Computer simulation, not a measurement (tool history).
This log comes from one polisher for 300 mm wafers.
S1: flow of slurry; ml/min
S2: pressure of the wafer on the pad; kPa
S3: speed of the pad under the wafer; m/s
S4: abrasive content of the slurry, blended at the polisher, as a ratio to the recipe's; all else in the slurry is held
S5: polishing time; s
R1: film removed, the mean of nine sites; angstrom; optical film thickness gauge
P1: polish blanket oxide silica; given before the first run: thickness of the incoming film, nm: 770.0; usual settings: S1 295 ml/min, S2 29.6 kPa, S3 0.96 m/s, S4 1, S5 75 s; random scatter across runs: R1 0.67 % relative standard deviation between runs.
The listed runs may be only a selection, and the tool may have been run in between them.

Run 1, day 0.308: S1 295 ml/min, S2 29.6 kPa, S3 0.96 m/s, S4 1, S5 75 s. Result: R1 2500.9 angstrom.
Run 2, day 0.717: S1 295 ml/min, S2 29.6 kPa, S3 0.96 m/s, S4 1, S5 108 s. Result: R1 3562.1 angstrom.
Run 3, day 1.204: S1 295 ml/min, S2 29.6 kPa, S3 0.96 m/s, S4 1, S5 75 s. Result: R1 2530.2 angstrom.
At day 1.483: slurry nozzle cleaned.
Run 4, day 1.529: S1 295 ml/min, S2 29.6 kPa, S3 0.96 m/s, S4 1, S5 75 s. Result: R1 2513.3 angstrom.
Run 5, day 1.992: S1 295 ml/min, S2 17.2 kPa, S3 0.96 m/s, S4 1, S5 112 s. Result: R1 2209.7 angstrom.
Run 6, day 2.271: S1 295 ml/min, S2 29.6 kPa, S3 0.96 m/s, S4 1, S5 75 s. Result: R1 2536.5 angstrom.
At day 2.542: head pressure recalibrated.
Run 7, day 2.55: S1 295 ml/min, S2 29.6 kPa, S3 0.96 m/s, S4 1, S5 54 s. Result: R1 1805.5 angstrom.
Run 8, day 3.004: S1 200 ml/min, S2 29.6 kPa, S3 0.96 m/s, S4 1, S5 49 s. Result: R1 1566 angstrom.
Run 9, day 3.346: S1 175 ml/min, S2 29.6 kPa, S3 0.96 m/s, S4 1, S5 75 s. Result: R1 2380.5 angstrom.
Run 10, day 3.812: S1 295 ml/min, S2 44.1 kPa, S3 0.58 m/s, S4 1, S5 75 s. Result: R1 2506.6 angstrom.
Run 11, day 4.067: S1 295 ml/min, S2 29.6 kPa, S3 0.96 m/s, S4 1, S5 75 s. Result: R1 2511.1 angstrom.
Run 12, day 4.458: S1 295 ml/min, S2 29.6 kPa, S3 0.96 m/s, S4 1.45, S5 75 s. Result: R1 2908.1 angstrom.
Run 13, day 4.896: S1 295 ml/min, S2 29.6 kPa, S3 0.44 m/s, S4 1, S5 75 s. Result: R1 1353.7 angstrom.
Run 14, day 5.338: S1 450 ml/min, S2 29.6 kPa, S3 0.96 m/s, S4 1, S5 75 s. Result: R1 2612.9 angstrom.
Run 15, day 5.562: S1 295 ml/min, S2 45.5 kPa, S3 0.96 m/s, S4 1, S5 75 s. Result: R1 3847.8 angstrom.
At day 5.929: worn pad replaced by a new one.
Run 16, day 6.071: S1 295 ml/min, S2 29.6 kPa, S3 1.38 m/s, S4 1, S5 75 s. Result: R1 3375.9 angstrom.
Run 17, day 6.312: S1 295 ml/min, S2 15.9 kPa, S3 0.96 m/s, S4 1, S5 75 s. Result: R1 1353.7 angstrom.
Run 18, day 6.667: S1 295 ml/min, S2 29.6 kPa, S3 0.96 m/s, S4 0.6, S5 75 s. Result: R1 1951.7 angstrom.
Run 19, day 6.962: S1 295 ml/min, S2 29.6 kPa, S3 0.96 m/s, S4 1, S5 75 s. Result: R1 2517 angstrom.
Run 20, day 7.317: S1 295 ml/min, S2 29.6 kPa, S3 0.96 m/s, S4 1, S5 75 s. Result: R1 2436.3 angstrom.
Run 21, day 7.675: S1 295 ml/min, S2 29.6 kPa, S3 0.96 m/s, S4 1, S5 75 s. Result: R1 2359.9 angstrom.
Run 22, day 8.017: S1 295 ml/min, S2 29.6 kPa, S3 0.96 m/s, S4 1, S5 75 s. Result: R1 2275.4 angstrom.
Run 23, day 8.492: S1 295 ml/min, S2 29.6 kPa, S3 0.96 m/s, S4 1, S5 75 s. Result: R1 2261.2 angstrom.
At day 8.592: conditioning disc replaced and pad reconditioned.
Run 24, day 8.804: S1 295 ml/min, S2 29.6 kPa, S3 0.96 m/s, S4 1, S5 75 s. Result: R1 2250.8 angstrom.
At day 8.938: worn pad replaced by a new one.
Run 25, day 9.079: S1 295 ml/min, S2 29.6 kPa, S3 0.96 m/s, S4 1, S5 75 s. Result: R1 2253 angstrom.
Run 26, day 9.554: S1 295 ml/min, S2 29.6 kPa, S3 0.96 m/s, S4 1, S5 75 s. Result: R1 2237.6 angstrom.
Run 27, day 9.817: S1 295 ml/min, S2 29.6 kPa, S3 0.96 m/s, S4 1, S5 75 s. Result: R1 2226.5 angstrom.
Run 28, day 10.212: S1 295 ml/min, S2 29.6 kPa, S3 0.96 m/s, S4 1, S5 75 s. Result: R1 2196.8 angstrom.

P1 no longer gives what it gave before; its output has crept away from where it was. The following 2 causes, each at its listed size, fit the log equally well:
A: abrasive missing from the slurry, % = 22.8
B: head's pressure below its setpoint, % = 11.8
Onset of the creep was near day 6.962.
Other possible causes, and why each is ruled out:
removal rate lost through wear of the pad, %: was serviced at day 8.938, once the creep was under way, yet the earlier output never came back
slurry flow missing at the pad, %: at most 40, which would move R1 by -5.8 %: too little, or the wrong way
time polished since the conditioner stopped cutting, s: was serviced at day 8.592, once the creep was under way, yet the earlier output never came back

The 4 check runs listed below each average the results of 5 wafers, and their outcomes are marked with question marks. Under which run would the listed causes produce clearly different results?
Run check 1, day 10.608: S1 295 ml/min, S2 17.9 kPa, S3 0.74 m/s, S4 1, S5 75 s. Result: R1 ?.
Run check 2, day 10.608: S1 295 ml/min, S2 23.4 kPa, S3 0.96 m/s, S4 1.45, S5 75 s. Result: R1 ?.
Run check 3, day 10.608: S1 295 ml/min, S2 43.4 kPa, S3 0.96 m/s, S4 1, S5 75 s. Result: R1 ?.
Run check 4, day 10.608: S1 375 ml/min, S2 29.6 kPa, S3 0.96 m/s, S4 1, S5 75 s. Result: R1 ?.

Expected result of each check under each candidate cause:
  check  result    if A    if B
check 1      R1  1092.7  1093.1
check 2      R1  2097.6  2049.5
check 3      R1  3260.5  3261.8
check 4      R1  2269.4  2270.4
Per check, the gap between the least separated pair of causes, taken in the result that splits them most: check 1 0.04 %; check 2 2.32 %; check 3 0.04 %; check 4 0.04 %
The other checks would show nearly matching results whichever cause is true, so check 2 is the only one that separates the causes.

Check 2 was then run and gave: R1 2105.1 angstrom. Which cause is it?

A is the cause: abrasive missing from the slurry, %.
